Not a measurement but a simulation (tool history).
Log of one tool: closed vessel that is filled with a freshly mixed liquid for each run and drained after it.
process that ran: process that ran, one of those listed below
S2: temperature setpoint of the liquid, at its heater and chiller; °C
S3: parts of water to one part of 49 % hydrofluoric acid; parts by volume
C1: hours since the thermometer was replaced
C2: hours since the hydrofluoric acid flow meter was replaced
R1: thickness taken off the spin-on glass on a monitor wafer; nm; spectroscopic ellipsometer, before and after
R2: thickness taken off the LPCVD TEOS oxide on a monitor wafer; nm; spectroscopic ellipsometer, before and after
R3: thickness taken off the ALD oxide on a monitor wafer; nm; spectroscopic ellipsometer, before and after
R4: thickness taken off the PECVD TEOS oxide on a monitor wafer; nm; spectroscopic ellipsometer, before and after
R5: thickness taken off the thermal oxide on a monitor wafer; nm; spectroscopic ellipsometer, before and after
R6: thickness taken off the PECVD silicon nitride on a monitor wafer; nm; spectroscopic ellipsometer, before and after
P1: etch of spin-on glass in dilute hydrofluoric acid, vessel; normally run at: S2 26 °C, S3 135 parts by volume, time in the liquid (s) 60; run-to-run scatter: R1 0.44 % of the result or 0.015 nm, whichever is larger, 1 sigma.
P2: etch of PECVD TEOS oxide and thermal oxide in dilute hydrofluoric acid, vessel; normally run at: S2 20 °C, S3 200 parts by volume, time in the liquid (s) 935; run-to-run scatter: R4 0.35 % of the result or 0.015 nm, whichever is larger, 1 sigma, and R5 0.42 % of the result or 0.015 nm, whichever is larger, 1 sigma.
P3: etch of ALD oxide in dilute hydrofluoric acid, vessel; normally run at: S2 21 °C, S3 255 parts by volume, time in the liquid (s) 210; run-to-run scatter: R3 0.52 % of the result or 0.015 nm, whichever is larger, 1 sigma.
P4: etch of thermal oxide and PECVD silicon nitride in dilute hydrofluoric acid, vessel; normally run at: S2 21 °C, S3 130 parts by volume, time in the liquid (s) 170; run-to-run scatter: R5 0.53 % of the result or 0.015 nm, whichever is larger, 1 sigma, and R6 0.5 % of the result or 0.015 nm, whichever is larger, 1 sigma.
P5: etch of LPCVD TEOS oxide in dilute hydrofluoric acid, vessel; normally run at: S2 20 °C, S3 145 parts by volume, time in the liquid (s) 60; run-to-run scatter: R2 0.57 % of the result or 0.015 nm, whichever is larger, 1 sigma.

Run 1, hour 10.5: process that ran P1, S2 26 °C, S3 135 parts by volume, time in the liquid (s) 60; C1 488; C2 1233.9. Result: R1 10.38 nm.
Run 2, hour 22: process that ran P5, S2 27 °C, S3 145 parts by volume, time in the liquid (s) 60; C1 499.5; C2 1245.4. Result: R2 24.992 nm.
Run 3, hour 31.5: process that ran P1, S2 26 °C, S3 135 parts by volume, time in the liquid (s) 60; C1 509; C2 1254.9. Result: R1 10.343 nm.
Run 4, hour 41.8: process that ran P3, S2 21 °C, S3 425 parts by volume, time in the liquid (s) 210; C1 519.3; C2 1265.2. Result: R3 4.7572 nm.
Run 5, hour 53: process that ran P1, S2 26 °C, S3 230 parts by volume, time in the liquid (s) 60; C1 530.5; C2 1276.4. Result: R1 5.4434 nm.
Run 6, hour 65.9: process that ran P1, S2 22.5 °C, S3 135 parts by volume, time in the liquid (s) 30; C1 543.4; C2 1289.3. Result: R1 4.5601 nm.
Run 7, hour 73.4: process that ran P2, S2 20 °C, S3 200 parts by volume, time in the liquid (s) 935; C1 550.9; C2 1296.8. Result: R4 30.841 nm, R5 17.146 nm.
Run 8, hour 81.3: process that ran P1, S2 19.5 °C, S3 135 parts by volume, time in the liquid (s) 60; C1 558.8; C2 1304.7. Result: R1 8.0865 nm.
Run 9, hour 88.1: process that ran P1, S2 26 °C, S3 70 parts by volume, time in the liquid (s) 85; C1 565.6; C2 1311.5. Result: R1 30.779 nm.
Run 10, hour 98.5: process that ran P1, S2 30 °C, S3 135 parts by volume, time in the liquid (s) 105; C1 576; C2 1321.9. Result: R1 20.966 nm.
Run 11, hour 108.4: process that ran P3, S2 17 °C, S3 255 parts by volume, time in the liquid (s) 210; C1 585.9; C2 1331.8. Result: R3 7.8743 nm.
Run 12, hour 121.2: process that ran P1, S2 26 °C, S3 80 parts by volume, time in the liquid (s) 60; C1 598.7; C2 1344.6. Result: R1 18.905 nm.
Run 13, hour 134.4: process that ran P2, S2 20 °C, S3 200 parts by volume, time in the liquid (s) 415; C1 611.9; C2 1357.8. Result: R4 13.658 nm, R5 7.6308 nm.
Run 14, hour 146: process that ran P1, S2 26 °C, S3 135 parts by volume, time in the liquid (s) 95; C1 623.5; C2 1369.4. Result: R1 16.36 nm.
Run 15, hour 158.1: process that ran P1, S2 26 °C, S3 135 parts by volume, time in the liquid (s) 60; C1 635.6; C2 1381.5. Result: R1 10.323 nm.
Run 16, hour 165.3: process that ran P5, S2 20 °C, S3 145 parts by volume, time in the liquid (s) 60; C1 642.8; C2 1388.7. Result: R2 19.195 nm.
Run 17, hour 173.8: process that ran P4, S2 21 °C, S3 130 parts by volume, time in the liquid (s) 170; C1 651.3; C2 1397.2. Result: R5 5.2797 nm, R6 5.5259 nm.
Run 18, hour 186.1: process that ran P4, S2 17 °C, S3 130 parts by volume, time in the liquid (s) 170; C1 663.6; C2 1409.5. Result: R5 4.4385 nm, R6 4.1784 nm.
Run 19, hour 193: process that ran P4, S2 21 °C, S3 210 parts by volume, time in the liquid (s) 170; C1 670.5; C2 1416.4. Result: R5 2.9896 nm, R6 3.4162 nm.
Run 20, hour 206.3: process that ran P1, S2 31.5 °C, S3 135 parts by volume, time in the liquid (s) 60; C1 683.8; C2 1429.7. Result: R1 12.717 nm.
Run 21, hour 220.5: process that ran P3, S2 21 °C, S3 255 parts by volume, time in the liquid (s) 80; C1 698; C2 1443.9. Result: R3 3.524 nm.
Run 22, hour 231.1: process that ran P3, S2 21 °C, S3 255 parts by volume, time in the liquid (s) 210; C1 708.6; C2 1454.5. Result: R3 9.2189 nm.
Run 23, hour 242.7: process that ran P5, S2 20 °C, S3 145 parts by volume, time in the liquid (s) 30; C1 720.2; C2 1466.1. Result: R2 9.5588 nm.
Run 24, hour 256.4: process that ran P5, S2 20 °C, S3 145 parts by volume, time in the liquid (s) 60; C1 733.9; C2 1479.8. Result: R2 19.09 nm.
Run 25, hour 263.5: process that ran P4, S2 21 °C, S3 130 parts by volume, time in the liquid (s) 250; C1 741; C2 1486.9. Result: R5 7.6577 nm, R6 8.0523 nm.
Run 26, hour 274.2: process that ran P1, S2 26 °C, S3 135 parts by volume, time in the liquid (s) 60; C1 751.7; C2 1497.6. Result: R1 10.367 nm.
Run 27, hour 287.1: process that ran P5, S2 20 °C, S3 90 parts by volume, time in the liquid (s) 60; C1 764.6; C2 1510.5. Result: R2 32.231 nm.
Run 28, hour 295.7: process that ran P4, S2 21 °C, S3 130 parts by volume, time in the liquid (s) 170; C1 773.2; C2 1519.1. Result: R5 5.2451 nm, R6 5.5484 nm.
Run 29, hour 309.8: process that ran P1, S2 26 °C, S3 135 parts by volume, time in the liquid (s) 30; C1 787.3; C2 1533.2. Result: R1 5.1869 nm.
Run 30, hour 322.7: process that ran P2, S2 20 °C, S3 120 parts by volume, time in the liquid (s) 935; C1 800.2; C2 1546.1. Result: R4 56.035 nm, R5 31.172 nm.
Run 31, hour 329.2: process that ran P2, S2 17 °C, S3 200 parts by volume, time in the liquid (s) 935; C1 806.7; C2 1552.6. Result: R4 27.614 nm, R5 15.269 nm.
Run 32, hour 338.5: process that ran P1, S2 26 °C, S3 135 parts by volume, time in the liquid (s) 60; C1 816; C2 1561.9. Result: R1 10.334 nm.
Run 33, hour 347.4: process that ran P1, S2 26 °C, S3 135 parts by volume, time in the liquid (s) 60; C1 824.9; C2 1570.8. Result: R1 10.611 nm.
Run 34, hour 356.8: process that ran P1, S2 26 °C, S3 135 parts by volume, time in the liquid (s) 60; C1 834.3; C2 1580.2. Result: R1 10.78 nm.
Run 35, hour 364.2: process that ran P1, S2 26 °C, S3 135 parts by volume, time in the liquid (s) 60; C1 841.7; C2 1587.6. Result: R1 10.802 nm.
Run 36, hour 370.9: process that ran P1, S2 26 °C, S3 135 parts by volume, time in the liquid (s) 60; C1 848.4; C2 1594.3. Result: R1 11.01 nm.
Run 37, hour 384.3: process that ran P1, S2 26 °C, S3 135 parts by volume, time in the liquid (s) 60; C1 861.8; C2 1607.7. Result: R1 11.014 nm.
Run 38, hour 397.9: process that ran P1, S2 26 °C, S3 135 parts by volume, time in the liquid (s) 60; C1 875.4; C2 1621.3. Result: R1 11.172 nm.
Run 39, hour 411.7: process that ran P1, S2 26 °C, S3 135 parts by volume, time in the liquid (s) 60; C1 889.2; C2 1635.1. Result: R1 11.19 nm.
Run 40, hour 422.6: process that ran P1, S2 26 °C, S3 135 parts by volume, time in the liquid (s) 60; C1 900.1; C2 1646. Result: R1 11.257 nm.
Run 41, hour 430.6: process that ran P1, S2 26 °C, S3 135 parts by volume, time in the liquid (s) 60; C1 908.1; C2 1654. Result: R1 11.162 nm.
Run 42, hour 443.8: process that ran P1, S2 26 °C, S3 135 parts by volume, time in the liquid (s) 60; C1 921.3; C2 1667.2. Result: R1 11.181 nm.

What P1 gives has crept away from where it was. These 2 causes fit the log equally well, each at the size given:
A: hydrofluoric acid flow above the setpoint (%) = 6.97
B: liquid hotter than its thermometer reads (K) = 2.09
The creep began at about hour 338.5.

4 check runs are offered, one wafer each, their results left as question marks. Which one tells the causes apart?
Run check 1, hour 457: process that ran P3, S2 21 °C, S3 255 parts by volume, time in the liquid (s) 210. Result: R3 ?.
Run check 2, hour 457: process that ran P5, S2 20 °C, S3 145 parts by volume, time in the liquid (s) 60. Result: R2 ?.
Run check 3, hour 457: process that ran P4, S2 21 °C, S3 130 parts by volume, time in the liquid (s) 170. Result: R5 ?, R6 ?.
Run check 4, hour 457: process that ran P2, S2 20 °C, S3 200 parts by volume, time in the liquid (s) 935. Result: R4 ?, R5 ?.

What each check would give under each cause:
  check  result    if A    if B
check 1      R3  10.015   9.945
check 2      R2  20.645  20.753
check 3      R5  5.6403  5.6736
check 3      R6   5.881  6.3221
check 4      R4  33.394  33.378
check 4      R5  18.622  18.614
How far apart the two closest causes lie, in the result that separates them most: check 1 0.7 %; check 2 0.52 %; check 3 7.23 %; check 4 0.05 %
Check 3 tells the causes apart: in the others they would give nearly the same result.

Then check 3 was run and gave: R5 5.6592 nm; R6 5.918 nm. Which cause is it?

It is A: hydrofluoric acid flow above the setpoint (%).

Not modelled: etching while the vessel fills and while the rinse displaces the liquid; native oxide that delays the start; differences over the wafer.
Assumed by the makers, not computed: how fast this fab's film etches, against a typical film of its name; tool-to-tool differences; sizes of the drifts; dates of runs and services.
